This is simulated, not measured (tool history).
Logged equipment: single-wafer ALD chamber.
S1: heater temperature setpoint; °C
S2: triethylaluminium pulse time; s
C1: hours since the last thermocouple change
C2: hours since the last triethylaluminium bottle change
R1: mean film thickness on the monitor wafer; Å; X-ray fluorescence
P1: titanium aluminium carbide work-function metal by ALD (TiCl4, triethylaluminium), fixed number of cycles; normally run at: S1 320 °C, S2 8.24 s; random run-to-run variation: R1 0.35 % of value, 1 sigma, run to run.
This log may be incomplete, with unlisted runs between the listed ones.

run 1 hour=10.6 | S1=320 S2=8.24 | C1=669 C2=362.6 | R1=21.551
-- hour=20.6 triethylaluminium bottle replaced
run 2 hour=22.5 | S1=320 S2=2.77 | C1=680.9 C2=1.9 | R1=13.934
run 3 hour=32.3 | S1=320 S2=8.24 | C1=690.7 C2=11.7 | R1=21.368
run 4 hour=38.4 | S1=320 S2=8.24 | C1=696.8 C2=17.8 | R1=21.389
run 5 hour=44.6 | S1=320 S2=8.24 | C1=703 C2=24 | R1=21.317
run 6 hour=51.4 | S1=342 S2=8.24 | C1=709.8 C2=30.8 | R1=23.25
run 7 hour=58.5 | S1=343 S2=5.12 | C1=716.9 C2=37.9 | R1=20.457
-- hour=59.4 thermocouple changed; heater temperature recalibrated
run 8 hour=65.7 | S1=302 S2=8.24 | C1=6.3 C2=45.1 | R1=19.835
run 9 hour=74.8 | S1=320 S2=12.35 | C1=15.4 C2=54.2 | R1=22.324
run 10 hour=84.6 | S1=320 S2=8.24 | C1=25.2 C2=64 | R1=21.35
run 11 hour=94.6 | S1=320 S2=8.24 | C1=35.2 C2=74 | R1=21.43
run 12 hour=106.5 | S1=320 S2=8.24 | C1=47.1 C2=85.9 | R1=21.079
run 13 hour=118.4 | S1=320 S2=8.24 | C1=59 C2=97.8 | R1=21.118
run 14 hour=124.3 | S1=320 S2=8.24 | C1=64.9 C2=103.7 | R1=21.001
run 15 hour=133.7 | S1=320 S2=8.24 | C1=74.3 C2=113.1 | R1=21.165
run 16 hour=143 | S1=320 S2=8.24 | C1=83.6 C2=122.4 | R1=20.944
run 17 hour=151.4 | S1=320 S2=8.24 | C1=92 C2=130.8 | R1=20.873
run 18 hour=163 | S1=320 S2=8.24 | C1=103.6 C2=142.4 | R1=21

The log shows P1 creeping away from where it was. Any of the 2 causes listed here, at the size stated for it, fits the log just as well as the others:
A: triethylaluminium dose below that of a fresh bottle (%) = 10.6
B: wafer temperature below the value expected at the setpoint (K) = 5.36
At approximately hour 94.6, the process output began to creep.

Below are 4 check runs, each averaged over 2 wafers, with their results shown as question marks. Which of them would give clearly different results depending on which cause is behind the drift?
run check 1 hour=174.6 | S1=308 S2=8.24 | R1=?
run check 2 hour=174.6 | S1=336 S2=8.24 | R1=?
run check 3 hour=174.6 | S1=335 S2=8.24 | R1=?
run check 4 hour=174.6 | S1=320 S2=4.99 | R1=?

If the cause were each of the candidates in turn, the checks would give the following:
check=check_1 result=R1 if_A=19.894 if_B=19.877
check=check_2 result=R1 if_A=22.271 if_B=22.298
check=check_3 result=R1 if_A=22.186 if_B=22.211
check=check_4 result=R1 if_A=17.823 if_B=18.231
Per-check spread between the two closest causes, in the result where they differ most: check 1 0.08 %; check 2 0.12 %; check 3 0.11 %; check 4 2.26 %
Check 4 distinguishes between the causes, while the remaining checks would return nearly the same result for all of them.

With check 4 done, the readings were: R1 17.854 Å. Identify which of the listed causes applies.

It was cause A: triethylaluminium dose below that of a fresh bottle (%).
